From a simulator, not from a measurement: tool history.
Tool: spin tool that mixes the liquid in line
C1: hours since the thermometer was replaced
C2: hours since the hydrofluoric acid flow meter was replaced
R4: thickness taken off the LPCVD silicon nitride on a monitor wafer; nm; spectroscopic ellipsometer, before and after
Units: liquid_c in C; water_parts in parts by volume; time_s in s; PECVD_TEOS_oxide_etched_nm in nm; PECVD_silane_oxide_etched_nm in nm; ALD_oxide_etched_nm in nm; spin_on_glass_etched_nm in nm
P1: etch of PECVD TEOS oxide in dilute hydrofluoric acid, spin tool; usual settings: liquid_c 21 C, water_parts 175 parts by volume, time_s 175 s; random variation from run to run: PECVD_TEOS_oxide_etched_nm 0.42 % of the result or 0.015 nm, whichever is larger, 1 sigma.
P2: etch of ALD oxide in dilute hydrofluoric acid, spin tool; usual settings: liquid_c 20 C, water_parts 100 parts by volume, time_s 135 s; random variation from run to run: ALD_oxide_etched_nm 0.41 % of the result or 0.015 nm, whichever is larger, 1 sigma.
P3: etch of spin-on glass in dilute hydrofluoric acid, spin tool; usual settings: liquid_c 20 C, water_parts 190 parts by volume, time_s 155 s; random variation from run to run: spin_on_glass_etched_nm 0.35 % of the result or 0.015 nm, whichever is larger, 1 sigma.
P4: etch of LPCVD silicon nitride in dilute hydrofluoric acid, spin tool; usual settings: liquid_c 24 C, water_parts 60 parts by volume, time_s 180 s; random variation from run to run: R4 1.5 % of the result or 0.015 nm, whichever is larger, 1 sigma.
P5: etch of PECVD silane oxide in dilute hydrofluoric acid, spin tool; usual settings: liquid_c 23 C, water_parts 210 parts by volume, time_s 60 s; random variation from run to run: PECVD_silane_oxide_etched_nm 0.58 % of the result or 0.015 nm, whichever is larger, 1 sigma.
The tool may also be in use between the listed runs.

Run 1, day 0.371: process P1, liquid_c 21 C, water_parts 175 parts by volume, time_s 175 s; C1 1521.6; C2 382. Result: PECVD_TEOS_oxide_etched_nm 14.009 nm.
Run 2, day 0.708: process P5, liquid_c 23 C, water_parts 210 parts by volume, time_s 15 s; C1 1529.7; C2 390.1. Result: PECVD_silane_oxide_etched_nm 1.5017 nm.
Run 3, day 0.954: process P1, liquid_c 21 C, water_parts 175 parts by volume, time_s 175 s; C1 1535.6; C2 396. Result: PECVD_TEOS_oxide_etched_nm 13.907 nm.
Run 4, day 1.388: process P1, liquid_c 21 C, water_parts 175 parts by volume, time_s 175 s; C1 1546; C2 406.4. Result: PECVD_TEOS_oxide_etched_nm 13.954 nm.
Run 5, day 1.621: process P1, liquid_c 21 C, water_parts 175 parts by volume, time_s 15 s; C1 1551.6; C2 412. Result: PECVD_TEOS_oxide_etched_nm 1.2087 nm.
Run 6, day 1.938: process P1, liquid_c 17 C, water_parts 315 parts by volume, time_s 175 s; C1 1559.2; C2 419.6. Result: PECVD_TEOS_oxide_etched_nm 5.8785 nm.
Run 7, day 2.425: process P5, liquid_c 18.5 C, water_parts 210 parts by volume, time_s 60 s; C1 1570.9; C2 431.3. Result: PECVD_silane_oxide_etched_nm 4.9962 nm.
Run 8, day 2.838: process P2, liquid_c 20 C, water_parts 100 parts by volume, time_s 135 s; C1 1580.8; C2 441.2. Result: ALD_oxide_etched_nm 17.884 nm.
Run 9, day 3.192: process P1, liquid_c 18 C, water_parts 95 parts by volume, time_s 175 s; C1 1589.3; C2 449.7. Result: PECVD_TEOS_oxide_etched_nm 24.761 nm.
Run 10, day 3.575: process P1, liquid_c 21 C, water_parts 105 parts by volume, time_s 175 s; C1 1598.5; C2 458.9. Result: PECVD_TEOS_oxide_etched_nm 25.064 nm.
Run 11, day 4.042: process P1, liquid_c 21 C, water_parts 175 parts by volume, time_s 175 s; C1 1609.7; C2 470.1. Result: PECVD_TEOS_oxide_etched_nm 13.938 nm.
Run 12, day 4.517: process P4, liquid_c 24 C, water_parts 20 parts by volume, time_s 180 s; C1 1621.1; C2 481.5. Result: R4 4.4162 nm.
Run 13, day 5.012: process P1, liquid_c 21 C, water_parts 175 parts by volume, time_s 175 s; C1 1633; C2 493.4. Result: PECVD_TEOS_oxide_etched_nm 13.988 nm.
Run 14, day 5.362: process P4, liquid_c 24 C, water_parts 60 parts by volume, time_s 180 s; C1 1641.4; C2 501.8. Result: R4 1.5073 nm.
Run 15, day 5.842: process P3, liquid_c 20 C, water_parts 190 parts by volume, time_s 270 s; C1 1652.9; C2 513.3. Result: spin_on_glass_etched_nm 40.847 nm.
Run 16, day 6.346: process P5, liquid_c 23 C, water_parts 70 parts by volume, time_s 60 s; C1 1665; C2 525.4. Result: PECVD_silane_oxide_etched_nm 20.95 nm.
Run 17, day 6.812: process P1, liquid_c 21 C, water_parts 175 parts by volume, time_s 175 s; C1 1676.2; C2 536.6. Result: PECVD_TEOS_oxide_etched_nm 14.037 nm.
Run 18, day 7.192: process P1, liquid_c 21 C, water_parts 280 parts by volume, time_s 245 s; C1 1685.3; C2 545.7. Result: PECVD_TEOS_oxide_etched_nm 11.02 nm.
Run 19, day 7.492: process P4, liquid_c 24 C, water_parts 60 parts by volume, time_s 30 s; C1 1692.5; C2 552.9. Result: R4 0.24128 nm.
Run 20, day 7.975: process P5, liquid_c 23 C, water_parts 210 parts by volume, time_s 60 s; C1 1704.1; C2 564.5. Result: PECVD_silane_oxide_etched_nm 6.0065 nm.
Run 21, day 8.438: process P1, liquid_c 21 C, water_parts 175 parts by volume, time_s 320 s; C1 1715.2; C2 575.6. Result: PECVD_TEOS_oxide_etched_nm 25.719 nm.
Run 22, day 8.933: process P3, liquid_c 20 C, water_parts 190 parts by volume, time_s 155 s; C1 1727.1; C2 587.5. Result: spin_on_glass_etched_nm 23.358 nm.
Run 23, day 9.417: process P5, liquid_c 23 C, water_parts 210 parts by volume, time_s 60 s; C1 1738.7; C2 599.1. Result: PECVD_silane_oxide_etched_nm 5.9592 nm.
Run 24, day 9.871: process P4, liquid_c 32 C, water_parts 60 parts by volume, time_s 180 s; C1 1749.6; C2 610. Result: R4 2.5374 nm.
Run 25, day 10.108: process P1, liquid_c 17 C, water_parts 175 parts by volume, time_s 175 s; C1 1755.3; C2 615.7. Result: PECVD_TEOS_oxide_etched_nm 11.938 nm.

The next listed run, before its measurement:
Run 26, day 10.454: process P1, liquid_c 25.5 C, water_parts 175 parts by volume, time_s 175 s; C1 1763.6; C2 624. Result: PECVD_TEOS_oxide_etched_nm ?.

PECVD_TEOS_oxide_etched_nm: 16.568 nm
